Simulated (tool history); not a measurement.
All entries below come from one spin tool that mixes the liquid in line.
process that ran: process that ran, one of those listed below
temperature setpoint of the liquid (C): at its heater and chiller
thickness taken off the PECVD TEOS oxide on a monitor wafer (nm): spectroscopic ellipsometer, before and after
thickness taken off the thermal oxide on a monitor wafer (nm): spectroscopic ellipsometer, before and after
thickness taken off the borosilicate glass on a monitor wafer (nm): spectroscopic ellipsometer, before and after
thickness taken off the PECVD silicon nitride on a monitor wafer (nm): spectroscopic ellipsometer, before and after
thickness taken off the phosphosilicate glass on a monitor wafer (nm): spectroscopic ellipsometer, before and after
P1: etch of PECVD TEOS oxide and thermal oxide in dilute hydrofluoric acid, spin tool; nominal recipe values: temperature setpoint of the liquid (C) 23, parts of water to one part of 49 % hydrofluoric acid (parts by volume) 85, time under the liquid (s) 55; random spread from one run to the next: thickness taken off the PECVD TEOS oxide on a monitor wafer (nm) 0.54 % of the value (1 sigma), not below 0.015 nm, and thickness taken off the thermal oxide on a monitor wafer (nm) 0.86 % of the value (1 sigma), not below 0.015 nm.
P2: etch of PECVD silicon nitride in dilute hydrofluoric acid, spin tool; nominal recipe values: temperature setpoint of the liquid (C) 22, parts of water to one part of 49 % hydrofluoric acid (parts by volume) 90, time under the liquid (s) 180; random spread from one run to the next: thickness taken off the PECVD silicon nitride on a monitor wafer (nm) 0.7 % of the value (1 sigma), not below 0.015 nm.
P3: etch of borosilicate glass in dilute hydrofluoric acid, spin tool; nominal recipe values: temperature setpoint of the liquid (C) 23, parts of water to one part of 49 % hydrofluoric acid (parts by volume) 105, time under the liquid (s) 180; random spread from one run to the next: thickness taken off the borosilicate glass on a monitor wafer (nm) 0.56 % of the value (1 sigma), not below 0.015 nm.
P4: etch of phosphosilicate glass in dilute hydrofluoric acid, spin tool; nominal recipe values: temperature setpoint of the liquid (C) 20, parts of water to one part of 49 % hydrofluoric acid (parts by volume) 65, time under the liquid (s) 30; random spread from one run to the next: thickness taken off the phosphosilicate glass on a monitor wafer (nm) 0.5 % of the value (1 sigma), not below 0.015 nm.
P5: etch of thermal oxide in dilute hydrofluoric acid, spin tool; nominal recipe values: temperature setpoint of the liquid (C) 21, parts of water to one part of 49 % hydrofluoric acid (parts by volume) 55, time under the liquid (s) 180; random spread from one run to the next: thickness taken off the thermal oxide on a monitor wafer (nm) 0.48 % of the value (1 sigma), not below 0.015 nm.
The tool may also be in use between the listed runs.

run	hour	process that ran	temperature setpoint of the liquid (C)	parts of water to one part of 49 % hydrofluoric acid (parts by volume)	time under the liquid (s)	hours since the thermometer was replaced	hours since the hydrofluoric acid flow meter was replaced	thickness taken off the PECVD TEOS oxide on a monitor wafer (nm)	thickness taken off the thermal oxide on a monitor wafer (nm)	thickness taken off the borosilicate glass on a monitor wafer (nm)	thickness taken off the PECVD silicon nitride on a monitor wafer (nm)	thickness taken off the phosphosilicate glass on a monitor wafer (nm)
1	11.6	P1	23	85	55	804.3	120.3	17.754	2.9805			
2	20.6	P3	23	105	180	813.3	129.3			34.019		
3	34	P2	17	90	180	826.7	142.7				2.1492	
4	47	P1	18.5	85	15	839.7	155.7	4.0158	0.6802			
5	63.5	P4	20	65	30	856.2	172.2					24.629
6	74.9	P2	22	90	180	867.6	183.6				2.9331	
7	90.1	P5	21	55	180	882.8	198.8		14.366			
8	101.1	P4	28	65	30	893.8	209.8					34.304
9	112.3	P5	21	55	180	905	221		14.256			
10	120.3	P1	17.5	85	55	913	229	14.27	2.3973			
11	136.5	P5	21	55	15	929.2	245.2		1.2098			
12	146.1	P5	21	100	180	938.8	254.8		7.5301			
13	161.2	P1	23	140	55	953.9	269.9	10.163	1.6829			
14	177.1	P3	23	30	180	969.8	285.8			131.79		
15	192.9	P3	23	105	310	985.6	301.6			58.656		
16	202.1	P4	20	20	30	994.8	310.8					85.115
17	216.4	P1	23	55	15	1009.1	325.1	7.8055	1.3168			
18	224.3	P1	23	85	100	1017	333	31.92	5.3971			
19	240	P1	23	85	55	1032.7	348.7	17.706	2.973			
20	252.8	P3	29	105	180	1045.5	361.5			42.531		
21	266	P2	22	90	180	1058.7	374.7				3.0578	
22	279.2	P1	30	85	55	1071.9	387.9	23.507	3.9202			
23	288.3	P1	23	85	15	1081	397	4.8877	0.81846			
24	301.7	P5	27	55	180	1094.4	410.4		18.468			
25	310.9	P1	23	85	55	1103.6	419.6	17.74	3			
26	319	P4	20	65	60	1111.7	427.7					49.999
27	327.5	P1	23	30	55	1120.2	436.2	54.338	8.9919			
28	344	P4	20	65	30	1136.7	452.7					24.921
29	353.2	P1	23	85	55	1145.9	461.9	17.824	3.06			
30	362.2	P2	22	125	180	1154.9	470.9				2.124	
31	378.6	P2	22	90	335	1171.3	487.3				5.5708	
32	388.6	P1	23	50	85	1181.3	497.3	49.09	8.1775			
33	398.8	P1	23	85	55	1191.5	507.5	17.808	3.0014			
34	413.6	P1	23	85	55	1206.3	522.3	17.318	2.86			
35	428.4	P1	23	85	55	1221.1	537.1	16.92	2.817			
36	442.8	P1	23	85	55	1235.5	551.5	16.884	2.863			
37	458.6	P1	23	85	55	1251.3	567.3	16.751	2.7683			
38	473.1	P1	23	85	55	1265.8	581.8	16.923	2.8206			
39	487.3	P1	23	85	55	1280	596	16.541	2.7782			

The output of P1 has drifted from where it used to be. Each of the 2 causes below, taken at the size shown beside it, accounts for the log equally well:
A: liquid colder than its thermometer reads (K) = 1.63
B: hydrofluoric acid flow below the setpoint (%) = 5.79
The onset of the drift is placed at about hour 398.8.

Consider the 4 check runs below, whose results appear as question marks and each of which averages 2 wafers. Which one distinguishes the causes, in that each cause would give it a clearly different result?
check 1	501.5	P3	23	30	180					?		
check 2	501.5	P2	22	115	320						?	
check 3	501.5	P5	24.5	90	180				?			
check 4	501.5	P4	27.5	65	30							?

Expected result of each check under each candidate cause:
check	result	if A	if B
check 1	thickness taken off the borosilicate glass on a monitor wafer (nm)	122.35	123.23
check 2	thickness taken off the PECVD silicon nitride on a monitor wafer (nm)	3.7605	3.956
check 3	thickness taken off the thermal oxide on a monitor wafer (nm)	9.0785	9.0663
check 4	thickness taken off the phosphosilicate glass on a monitor wafer (nm)	31.589	31.578
Per check, the gap between the least separated pair of causes, taken in the result that splits them most: check 1 0.72 %; check 2 5.07 %; check 3 0.13 %; check 4 0.04 %
The other checks would show nearly matching results whichever cause is true, so check 2 is the only one that separates the causes.

Check 2 was carried out, with these results: thickness taken off the PECVD silicon nitride on a monitor wafer (nm) 3.7836. Which of the listed causes is responsible?

The correct cause is A, namely: liquid colder than its thermometer reads (K).
